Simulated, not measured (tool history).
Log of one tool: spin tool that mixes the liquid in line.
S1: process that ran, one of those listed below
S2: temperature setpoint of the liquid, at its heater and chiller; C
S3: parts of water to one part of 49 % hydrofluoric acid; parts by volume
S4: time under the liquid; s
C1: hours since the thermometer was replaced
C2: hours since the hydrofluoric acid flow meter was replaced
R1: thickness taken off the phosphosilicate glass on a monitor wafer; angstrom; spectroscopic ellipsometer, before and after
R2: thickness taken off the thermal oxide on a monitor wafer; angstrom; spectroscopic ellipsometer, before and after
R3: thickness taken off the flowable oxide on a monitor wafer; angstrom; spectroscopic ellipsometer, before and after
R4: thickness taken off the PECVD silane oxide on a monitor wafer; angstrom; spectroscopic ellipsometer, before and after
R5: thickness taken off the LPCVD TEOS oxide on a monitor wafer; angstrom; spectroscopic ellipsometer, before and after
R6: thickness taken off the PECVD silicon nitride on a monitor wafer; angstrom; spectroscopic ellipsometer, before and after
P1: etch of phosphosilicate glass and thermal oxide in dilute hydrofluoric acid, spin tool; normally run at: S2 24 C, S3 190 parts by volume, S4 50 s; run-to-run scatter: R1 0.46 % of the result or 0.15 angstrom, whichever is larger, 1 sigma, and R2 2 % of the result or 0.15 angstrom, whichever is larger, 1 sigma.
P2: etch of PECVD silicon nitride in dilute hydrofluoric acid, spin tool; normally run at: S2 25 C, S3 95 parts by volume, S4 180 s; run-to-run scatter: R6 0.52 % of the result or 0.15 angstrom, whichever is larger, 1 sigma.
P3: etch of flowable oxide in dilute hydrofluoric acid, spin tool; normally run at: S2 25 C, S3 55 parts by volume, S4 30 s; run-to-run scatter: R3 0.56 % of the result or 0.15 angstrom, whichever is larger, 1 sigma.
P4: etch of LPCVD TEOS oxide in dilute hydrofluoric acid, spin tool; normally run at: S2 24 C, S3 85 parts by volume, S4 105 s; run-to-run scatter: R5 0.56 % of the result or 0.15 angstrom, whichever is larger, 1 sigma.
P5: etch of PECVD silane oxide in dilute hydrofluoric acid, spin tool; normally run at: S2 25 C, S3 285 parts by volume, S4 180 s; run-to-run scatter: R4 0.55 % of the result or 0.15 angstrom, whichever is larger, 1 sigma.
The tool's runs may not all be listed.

| run | hour | S1 | S2 | S3 | S4 | C1 | C2 | R1 | R2 | R3 | R4 | R5 | R6 |
|---|---|---|---|---|---|---|---|---|---|---|---|---|---|
| 1 | 3.5 | P1 | 24 | 190 | 50 | 1310.4 | 630.7 | 472.77 | 10.467 |  |  |  |  |
| 2 | 7.2 | P1 | 29.5 | 190 | 50 | 1314.1 | 634.4 | 575.44 | 13.302 |  |  |  |  |
| 3 | 11.4 | P3 | 25 | 55 | 30 | 1318.3 | 638.6 |  |  | 424.23 |  |  |  |
| 4 | 17.4 | P3 | 31.5 | 55 | 30 | 1324.3 | 644.6 |  |  | 545.74 |  |  |  |
| 5 | 21.4 | P3 | 25 | 55 | 30 | 1328.3 | 648.6 |  |  | 421.87 |  |  |  |
| 6 | 26.5 | P5 | 17 | 285 | 180 | 1333.4 | 653.7 |  |  |  | 163.34 |  |  |
|  | 29.5 | thermometer replaced |
| 7 | 32.1 | P4 | 24 | 85 | 105 | 2.6 | 659.3 |  |  |  |  | 514.93 |  |
| 8 | 35 | P4 | 24 | 130 | 105 | 5.5 | 662.2 |  |  |  |  | 319.89 |  |
| 9 | 38.4 | P4 | 24 | 85 | 210 | 8.9 | 665.6 |  |  |  |  | 1019.8 |  |
| 10 | 43.3 | P1 | 24 | 190 | 25 | 13.8 | 670.5 | 236.06 | 5.4255 |  |  |  |  |
| 11 | 49 | P1 | 24 | 190 | 50 | 19.5 | 676.2 | 474.8 | 10.497 |  |  |  |  |
| 12 | 54.5 | P5 | 25 | 285 | 355 | 25 | 681.7 |  |  |  | 426.43 |  |  |
| 13 | 59.8 | P2 | 25 | 95 | 180 | 30.3 | 687 |  |  |  |  |  | 73.088 |
| 14 | 63.9 | P5 | 25 | 505 | 180 | 34.4 | 691.1 |  |  |  | 98.811 |  |  |
| 15 | 69.9 | P2 | 25 | 95 | 65 | 40.4 | 697.1 |  |  |  |  |  | 26.038 |
| 16 | 73.4 | P4 | 17 | 85 | 105 | 43.9 | 700.6 |  |  |  |  | 386.97 |  |
| 17 | 78.4 | P1 | 24 | 100 | 50 | 48.9 | 705.6 | 990.89 | 22.082 |  |  |  |  |
| 18 | 82.4 | P2 | 25 | 25 | 180 | 52.9 | 709.6 |  |  |  |  |  | 268.39 |
| 19 | 87.8 | P1 | 27.5 | 285 | 50 | 58.3 | 715 | 321.48 | 7.529 |  |  |  |  |
| 20 | 92.9 | P2 | 25 | 95 | 180 | 63.4 | 720.1 |  |  |  |  |  | 72.925 |
| 21 | 96.6 | P3 | 25 | 20 | 30 | 67.1 | 723.8 |  |  | 1215.1 |  |  |  |
| 22 | 101.6 | P1 | 20.5 | 190 | 50 | 72.1 | 728.8 | 413.58 | 9.5446 |  |  |  |  |
| 23 | 105.5 | P1 | 24 | 190 | 50 | 76 | 732.7 | 473.83 | 11.089 |  |  |  |  |
| 24 | 110.3 | P1 | 24 | 190 | 100 | 80.8 | 737.5 | 947.05 | 20.395 |  |  |  |  |
| 25 | 114 | P5 | 25 | 285 | 180 | 84.5 | 741.2 |  |  |  | 219.49 |  |  |
| 26 | 117.6 | P1 | 24 | 190 | 50 | 88.1 | 744.8 | 472.2 | 10.474 |  |  |  |  |
| 27 | 121.2 | P3 | 25 | 55 | 15 | 91.7 | 748.4 |  |  | 210.44 |  |  |  |
| 28 | 127.5 | P2 | 21 | 95 | 180 | 98 | 754.7 |  |  |  |  |  | 55.042 |
| 29 | 132.5 | P1 | 24 | 270 | 50 | 103 | 759.7 | 303.51 | 7.0097 |  |  |  |  |
| 30 | 138.3 | P5 | 25 | 285 | 180 | 108.8 | 765.5 |  |  |  | 218.3 |  |  |
| 31 | 141.7 | P1 | 24 | 190 | 50 | 112.2 | 768.9 | 472.44 | 10.972 |  |  |  |  |
| 32 | 146 | P1 | 24 | 190 | 50 | 116.5 | 773.2 | 460.91 | 11.047 |  |  |  |  |
| 33 | 150.4 | P1 | 24 | 190 | 50 | 120.9 | 777.6 | 458.89 | 10.04 |  |  |  |  |
| 34 | 154.1 | P1 | 24 | 190 | 50 | 124.6 | 781.3 | 454.09 | 10.023 |  |  |  |  |
| 35 | 157.8 | P1 | 24 | 190 | 50 | 128.3 | 785 | 453.24 | 10.52 |  |  |  |  |
| 36 | 162.7 | P1 | 24 | 190 | 50 | 133.2 | 789.9 | 448.3 | 10.014 |  |  |  |  |
| 37 | 165.5 | P1 | 24 | 190 | 50 | 136 | 792.7 | 441.49 | 9.7866 |  |  |  |  |
| 38 | 169.7 | P1 | 24 | 190 | 50 | 140.2 | 796.9 | 442.95 | 10.047 |  |  |  |  |
| 39 | 173.6 | P1 | 24 | 190 | 50 | 144.1 | 800.8 | 444.34 | 9.8648 |  |  |  |  |
| 40 | 177.7 | P1 | 24 | 190 | 50 | 148.2 | 804.9 | 444.22 | 9.9738 |  |  |  |  |
| 41 | 181.3 | P1 | 24 | 190 | 50 | 151.8 | 808.5 | 443.66 | 10.141 |  |  |  |  |
| 42 | 187 | P1 | 24 | 190 | 50 | 157.5 | 814.2 | 436.91 | 10.338 |  |  |  |  |

What P1 gives has crept away from where it was. These 2 causes fit the log equally well, each at the size given:
A: hydrofluoric acid flow below the setpoint (%) = 5.44
B: liquid colder than its thermometer reads (K) = 1.81
The creep began at about hour 141.7.

4 check runs are offered, one wafer each, their results left as question marks. Which one tells the causes apart?
| check 1 | 192.7 | P4 | 24 | 85 | 105 |  |  |  |  |  |  | ? |  |
| check 2 | 192.7 | P3 | 25 | 55 | 30 |  |  |  |  | ? |  |  |  |
| check 3 | 192.7 | P2 | 25 | 95 | 180 |  |  |  |  |  |  |  | ? |
| check 4 | 192.7 | P5 | 25 | 285 | 180 |  |  |  |  |  | ? |  |  |

What each check would give under each cause:
| check | result | if A | if B |
|---|---|---|---|
| check 1 | R5 | 483.44 | 478.14 |
| check 2 | R3 | 398.37 | 392.83 |
| check 3 | R6 | 68.686 | 64.425 |
| check 4 | R4 | 202.34 | 204.16 |
How far apart the two closest causes lie, in the result that separates them most: check 1 1.1 %; check 2 1.4 %; check 3 6.4 %; check 4 0.9 %
Check 3 tells the causes apart: in the others they would give nearly the same result.

Check 3 was then run and gave: R6 64.619 angstrom. Which cause is it?

It is B: liquid colder than its thermometer reads (K).
